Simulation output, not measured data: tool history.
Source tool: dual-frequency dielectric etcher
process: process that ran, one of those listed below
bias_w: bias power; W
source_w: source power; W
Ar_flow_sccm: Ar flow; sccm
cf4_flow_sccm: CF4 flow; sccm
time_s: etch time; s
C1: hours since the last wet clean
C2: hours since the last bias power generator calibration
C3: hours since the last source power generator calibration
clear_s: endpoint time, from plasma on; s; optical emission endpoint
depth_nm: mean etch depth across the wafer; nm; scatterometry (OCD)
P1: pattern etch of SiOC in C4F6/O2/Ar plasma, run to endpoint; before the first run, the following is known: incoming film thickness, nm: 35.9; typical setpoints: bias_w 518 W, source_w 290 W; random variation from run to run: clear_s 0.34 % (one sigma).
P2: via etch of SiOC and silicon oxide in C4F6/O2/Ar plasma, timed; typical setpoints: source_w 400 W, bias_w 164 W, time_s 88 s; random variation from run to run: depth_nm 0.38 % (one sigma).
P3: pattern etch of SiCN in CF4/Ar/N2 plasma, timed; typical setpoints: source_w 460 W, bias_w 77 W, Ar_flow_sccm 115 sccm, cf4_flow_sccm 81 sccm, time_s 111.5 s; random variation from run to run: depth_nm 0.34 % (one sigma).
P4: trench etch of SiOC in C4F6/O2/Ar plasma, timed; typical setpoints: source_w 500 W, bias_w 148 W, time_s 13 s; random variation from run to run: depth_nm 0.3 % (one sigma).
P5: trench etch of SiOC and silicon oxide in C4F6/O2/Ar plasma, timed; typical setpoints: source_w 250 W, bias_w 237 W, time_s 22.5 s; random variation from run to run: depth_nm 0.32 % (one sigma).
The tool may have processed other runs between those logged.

Run 1, hour 5.8: process P1, bias_w 518 W, source_w 290 W; C1 200.4; C2 1239.2; C3 709.1. Result: clear_s 13.385 s.
Run 2, hour 13.6: process P3, bias_w 77 W, source_w 460 W, Ar_flow_sccm 67 sccm, cf4_flow_sccm 81 sccm, time_s 111.5 s; C1 208.2; C2 1247; C3 716.9. Result: depth_nm 113.29 nm.
Run 3, hour 22.1: process P2, bias_w 164 W, source_w 400 W, time_s 56 s; C1 216.7; C2 1255.5; C3 725.4. Result: depth_nm 60.821 nm.
Run 4, hour 31.4: process P1, bias_w 518 W, source_w 290 W; C1 226; C2 1264.8; C3 734.7. Result: clear_s 13.337 s.
Run 5, hour 37.6: process P4, bias_w 148 W, source_w 500 W, time_s 13 s; C1 232.2; C2 1271; C3 740.9. Result: depth_nm 27.944 nm.
Run 6, hour 44: process P5, bias_w 138 W, source_w 250 W, time_s 22.5 s; C1 238.6; C2 1277.4; C3 747.3. Result: depth_nm 33.206 nm.
Run 7, hour 53.8: process P1, bias_w 518 W, source_w 290 W; C1 248.4; C2 1287.2; C3 757.1. Result: clear_s 13.385 s.
Run 8, hour 60.9: process P1, bias_w 341 W, source_w 290 W; C1 255.5; C2 1294.3; C3 764.2. Result: clear_s 15.487 s.
At hour 62.2: source power generator calibrated.
Run 9, hour 65.7: process P5, bias_w 237 W, source_w 250 W, time_s 14.5 s; C1 260.3; C2 1299.1; C3 3.5. Result: depth_nm 25.841 nm.
Run 10, hour 74.2: process P1, bias_w 518 W, source_w 290 W; C1 268.8; C2 1307.6; C3 12. Result: clear_s 13.417 s.
Run 11, hour 82.2: process P2, bias_w 119 W, source_w 400 W, time_s 88 s; C1 276.8; C2 1315.6; C3 20. Result: depth_nm 86.56 nm.
At hour 83.8: bias power generator calibrated.
Run 12, hour 90.3: process P4, bias_w 200 W, source_w 500 W, time_s 13 s; C1 284.9; C2 6.5; C3 28.1. Result: depth_nm 30.557 nm.
Run 13, hour 97.6: process P4, bias_w 148 W, source_w 500 W, time_s 9 s; C1 292.2; C2 13.8; C3 35.4. Result: depth_nm 19.32 nm.
Run 14, hour 102.1: process P5, bias_w 237 W, source_w 300 W, time_s 22.5 s; C1 296.7; C2 18.3; C3 39.9. Result: depth_nm 42.556 nm.
Run 15, hour 106.8: process P3, bias_w 77 W, source_w 460 W, Ar_flow_sccm 115 sccm, cf4_flow_sccm 81 sccm, time_s 167.5 s; C1 301.4; C2 23; C3 44.6. Result: depth_nm 158.72 nm.
Run 16, hour 111.5: process P2, bias_w 164 W, source_w 400 W, time_s 88 s; C1 306.1; C2 27.7; C3 49.3. Result: depth_nm 96.121 nm.
Run 17, hour 118.5: process P1, bias_w 518 W, source_w 220 W; C1 313.1; C2 34.7; C3 56.3. Result: clear_s 14.783 s.
Run 18, hour 126.5: process P1, bias_w 518 W, source_w 290 W; C1 321.1; C2 42.7; C3 64.3. Result: clear_s 13.404 s.
Run 19, hour 132.3: process P3, bias_w 103 W, source_w 460 W, Ar_flow_sccm 115 sccm, cf4_flow_sccm 81 sccm, time_s 111.5 s; C1 326.9; C2 48.5; C3 70.1. Result: depth_nm 117.48 nm.
Run 20, hour 137: process P5, bias_w 237 W, source_w 250 W, time_s 22.5 s; C1 331.6; C2 53.2; C3 74.8. Result: depth_nm 39.829 nm.
Run 21, hour 143.7: process P3, bias_w 77 W, source_w 460 W, Ar_flow_sccm 115 sccm, cf4_flow_sccm 81 sccm, time_s 111.5 s; C1 338.3; C2 59.9; C3 81.5. Result: depth_nm 105.12 nm.
Run 22, hour 153.4: process P4, bias_w 148 W, source_w 320 W, time_s 13 s; C1 348; C2 69.6; C3 91.2. Result: depth_nm 23.39 nm.
Run 23, hour 160.8: process P1, bias_w 518 W, source_w 290 W; C1 355.4; C2 77; C3 98.6. Result: clear_s 13.44 s.
Run 24, hour 165.8: process P1, bias_w 518 W, source_w 290 W; C1 360.4; C2 82; C3 103.6. Result: clear_s 13.352 s.
Run 25, hour 173.9: process P2, bias_w 164 W, source_w 540 W, time_s 88 s; C1 368.5; C2 90.1; C3 111.7. Result: depth_nm 107.61 nm.
Run 26, hour 180.3: process P5, bias_w 237 W, source_w 250 W, time_s 22.5 s; C1 374.9; C2 96.5; C3 118.1. Result: depth_nm 39.652 nm.
Run 27, hour 187: process P3, bias_w 77 W, source_w 590 W, Ar_flow_sccm 115 sccm, cf4_flow_sccm 81 sccm, time_s 111.5 s; C1 381.6; C2 103.2; C3 124.8. Result: depth_nm 130.35 nm.
Run 28, hour 194.8: process P1, bias_w 518 W, source_w 350 W; C1 389.4; C2 111; C3 132.6. Result: clear_s 12.524 s.
Run 29, hour 202.1: process P1, bias_w 694 W, source_w 290 W; C1 396.7; C2 118.3; C3 139.9. Result: clear_s 11.919 s.
Run 30, hour 209: process P1, bias_w 324 W, source_w 360 W; C1 403.6; C2 125.2; C3 146.8. Result: clear_s 14.583 s.
Run 31, hour 217.7: process P3, bias_w 77 W, source_w 460 W, Ar_flow_sccm 115 sccm, cf4_flow_sccm 99 sccm, time_s 111.5 s; C1 412.3; C2 133.9; C3 155.5. Result: depth_nm 108.75 nm.
Run 32, hour 226.7: process P3, bias_w 77 W, source_w 460 W, Ar_flow_sccm 115 sccm, cf4_flow_sccm 81 sccm, time_s 111.5 s; C1 421.3; C2 142.9; C3 164.5. Result: depth_nm 105.95 nm.
Run 33, hour 231.9: process P1, bias_w 518 W, source_w 290 W; C1 426.5; C2 148.1; C3 169.7. Result: clear_s 13.362 s.
Run 34, hour 236.3: process P1, bias_w 518 W, source_w 290 W; C1 430.9; C2 152.5; C3 174.1. Result: clear_s 13.333 s.
Run 35, hour 240.7: process P1, bias_w 518 W, source_w 290 W; C1 435.3; C2 156.9; C3 178.5. Result: clear_s 13.301 s.
Run 36, hour 245.8: process P1, bias_w 518 W, source_w 290 W; C1 440.4; C2 162; C3 183.6. Result: clear_s 13.144 s.
Run 37, hour 253.1: process P1, bias_w 518 W, source_w 290 W; C1 447.7; C2 169.3; C3 190.9. Result: clear_s 13.151 s.
Run 38, hour 257.7: process P1, bias_w 518 W, source_w 290 W; C1 452.3; C2 173.9; C3 195.5. Result: clear_s 13.112 s.
At hour 260.6: wet clean of the chamber.
Run 39, hour 266.2: process P1, bias_w 518 W, source_w 290 W; C1 5.6; C2 182.4; C3 204. Result: clear_s 13.178 s.
Run 40, hour 271.9: process P1, bias_w 518 W, source_w 290 W; C1 11.3; C2 188.1; C3 209.7. Result: clear_s 13.148 s.

P1 no longer gives what it gave before; its output has crept away from where it was. The following 2 causes, each at its listed size, fit the log equally well:
A: bias power that arrives over what is set, % = 4.63
B: source power that arrives over what is set, % = 4.83
Onset of the creep was near hour 231.9.
Other possible causes, and why each is ruled out:
chamber walls in a state that raises the etch rate, %: serviced at hour 260.6, after the drift had started, without restoring the earlier output

Below are 4 check runs, each on a single wafer, with their results shown as question marks. Which of them would tell the listed causes apart, meaning the causes would give clearly different results under it?
Run check 1, hour 277.6: process P5, bias_w 163 W, source_w 250 W, time_s 22.5 s. Result: depth_nm ?.
Run check 2, hour 277.6: process P2, bias_w 164 W, source_w 530 W, time_s 88 s. Result: depth_nm ?.
Run check 3, hour 277.6: process P4, bias_w 194 W, source_w 500 W, time_s 10 s. Result: depth_nm ?.
Run check 4, hour 277.6: process P3, bias_w 77 W, source_w 460 W, Ar_flow_sccm 71 sccm, cf4_flow_sccm 81 sccm, time_s 142 s. Result: depth_nm ?.

Predicted outcomes, by check and by cause:
  check    result    if A    if B
check 1  depth_nm  35.645  35.777
check 2  depth_nm  108.32   108.8
check 3  depth_nm  23.619  23.714
check 4  depth_nm  145.69  149.65
Per check, the gap between the least separated pair of causes, taken in the result that splits them most: check 1 0.37 %; check 2 0.45 %; check 3 0.4 %; check 4 2.68 %
The other checks would show nearly matching results whichever cause is true, so check 4 is the only one that separates the causes.

Check 4 was then run and gave: depth_nm 146.69 nm. Which cause is it?

It is A: bias power that arrives over what is set, %.

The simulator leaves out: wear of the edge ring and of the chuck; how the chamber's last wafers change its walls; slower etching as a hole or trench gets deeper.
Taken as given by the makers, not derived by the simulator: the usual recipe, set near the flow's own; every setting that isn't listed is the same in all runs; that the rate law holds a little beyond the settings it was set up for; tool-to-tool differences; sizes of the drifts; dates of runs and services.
